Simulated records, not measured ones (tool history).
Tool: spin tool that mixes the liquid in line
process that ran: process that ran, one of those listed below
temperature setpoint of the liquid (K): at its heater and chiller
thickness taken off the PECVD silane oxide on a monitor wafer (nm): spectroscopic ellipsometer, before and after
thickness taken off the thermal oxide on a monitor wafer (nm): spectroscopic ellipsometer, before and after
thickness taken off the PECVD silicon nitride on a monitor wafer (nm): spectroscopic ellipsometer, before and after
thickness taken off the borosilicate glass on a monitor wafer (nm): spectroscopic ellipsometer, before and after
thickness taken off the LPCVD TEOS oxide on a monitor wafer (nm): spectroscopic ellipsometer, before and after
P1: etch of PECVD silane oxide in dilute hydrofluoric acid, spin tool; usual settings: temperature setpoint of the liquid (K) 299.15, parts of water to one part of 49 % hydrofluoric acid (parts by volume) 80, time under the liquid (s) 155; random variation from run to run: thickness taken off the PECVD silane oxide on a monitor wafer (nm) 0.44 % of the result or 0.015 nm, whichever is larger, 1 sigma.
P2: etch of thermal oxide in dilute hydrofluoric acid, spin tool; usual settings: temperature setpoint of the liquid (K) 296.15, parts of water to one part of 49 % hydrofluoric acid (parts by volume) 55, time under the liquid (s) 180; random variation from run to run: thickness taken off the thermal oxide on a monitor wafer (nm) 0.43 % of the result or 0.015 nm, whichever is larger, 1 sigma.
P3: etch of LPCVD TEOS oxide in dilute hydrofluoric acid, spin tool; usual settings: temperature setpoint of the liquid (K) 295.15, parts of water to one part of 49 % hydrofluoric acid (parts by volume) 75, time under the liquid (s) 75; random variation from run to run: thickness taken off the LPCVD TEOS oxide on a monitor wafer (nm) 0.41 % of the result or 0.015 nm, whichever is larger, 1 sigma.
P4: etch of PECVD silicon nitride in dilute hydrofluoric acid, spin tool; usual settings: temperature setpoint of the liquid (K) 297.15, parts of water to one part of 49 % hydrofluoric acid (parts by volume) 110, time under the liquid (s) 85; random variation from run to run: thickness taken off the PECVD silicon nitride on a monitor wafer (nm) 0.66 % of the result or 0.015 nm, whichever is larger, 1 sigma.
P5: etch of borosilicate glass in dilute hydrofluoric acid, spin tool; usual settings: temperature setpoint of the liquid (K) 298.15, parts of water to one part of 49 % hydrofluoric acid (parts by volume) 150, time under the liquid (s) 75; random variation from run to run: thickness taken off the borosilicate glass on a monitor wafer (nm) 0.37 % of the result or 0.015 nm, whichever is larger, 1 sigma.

run	hour	process that ran	temperature setpoint of the liquid (K)	parts of water to one part of 49 % hydrofluoric acid (parts by volume)	time under the liquid (s)	thickness taken off the PECVD silane oxide on a monitor wafer (nm)	thickness taken off the thermal oxide on a monitor wafer (nm)	thickness taken off the PECVD silicon nitride on a monitor wafer (nm)	thickness taken off the borosilicate glass on a monitor wafer (nm)	thickness taken off the LPCVD TEOS oxide on a monitor wafer (nm)
1	10.8	P1	299.15	80	155	32.623				
2	17.9	P1	294.15	80	155	26.808				
3	23.4	P1	299.15	80	155	32.807				
4	33.4	P2	296.15	100	180		8.4849			
5	39.2	P4	297.15	110	15			0.79084		
6	49.6	P1	299.15	20	155	142.45				
7	55.7	P1	299.15	80	155	32.884				
8	63.4	P5	303.65	150	75				10.358	
9	73.1	P3	295.15	135	75					25.13
10	79.6	P3	290.15	75	75					39.37
11	90.4	P4	304.15	110	85			6.8656		
12	98.5	P2	296.15	55	20		1.7849			
13	106.7	P2	296.15	55	180		16.307			
14	113	P1	295.15	20	155	119.67				
15	122.8	P1	307.15	80	155	44.461				
16	129.3	P4	297.15	35	85			13.563		
17	136.4	P2	290.15	55	180		12.628			
18	144.5	P4	297.15	110	85			4.4469		
19	150.7	P1	299.15	80	155	32.835				
20	158.4	P3	295.15	75	75					48.498
21	163.2	P5	298.15	150	75				8.3903	
22	172.9	P5	298.15	150	125				13.899	
23	177.7	P3	295.15	75	15					9.706
24	187.3	P4	297.15	110	85			4.4148		
25	192.1	P1	299.15	80	155	32.706				
26	201.6	P5	298.15	55	75				25.955	
27	209	P5	298.15	150	75				8.483	
28	217.9	P3	295.15	75	75					48.526
29	224.8	P1	299.15	130	155	18.936				
30	235.7	P1	299.15	80	15	3.164				
31	246.5	P1	299.15	80	305	64.436				
32	252.3	P1	299.15	80	155	32.761				
33	258.5	P1	299.15	80	155	32.814				
34	266.6	P1	299.15	80	155	33.759				
35	273.9	P1	299.15	80	155	34.497				
36	280.1	P1	299.15	80	155	34.535				
37	287.2	P1	299.15	80	155	34.904				
38	297.6	P1	299.15	80	155	35.286				
39	305.2	P1	299.15	80	155	35.348				
40	310.8	P1	299.15	80	155	35.227				
41	319.3	P1	299.15	80	155	35.321				
42	325.3	P1	299.15	80	155	35.373				

What P1 gives has crept away from where it was. These 2 causes fit the log equally well, each at the size given:
A: hydrofluoric acid flow above the setpoint (%) = 7.15
B: liquid hotter than its thermometer reads (K) = 1.95
The creep began at about hour 258.5.

4 check runs are offered, each on 2 wafers whose results are averaged, their results left as question marks. Which one tells the causes apart?
check 1	331.3	P2	290.15	85	180		?			
check 2	331.3	P3	295.15	130	75					?
check 3	331.3	P4	304.15	110	40			?		
check 4	331.3	P5	298.15	75	75				?	

What each check would give under each cause:
check	result	if A	if B
check 1	thickness taken off the thermal oxide on a monitor wafer (nm)	8.5605	8.6225
check 2	thickness taken off the LPCVD TEOS oxide on a monitor wafer (nm)	28.404	28.334
check 3	thickness taken off the PECVD silicon nitride on a monitor wafer (nm)	3.4795	3.6577
check 4	thickness taken off the borosilicate glass on a monitor wafer (nm)	19.926	19.963
How far apart the two closest causes lie, in the result that separates them most: check 1 0.72 %; check 2 0.24 %; check 3 5 %; check 4 0.18 %
Only check 3 tells the causes apart: in the others they would give nearly the same result.

Check 3 was then run and gave: thickness taken off the PECVD silicon nitride on a monitor wafer (nm) 3.668. Which cause is it?

It is B: liquid hotter than its thermometer reads (K).
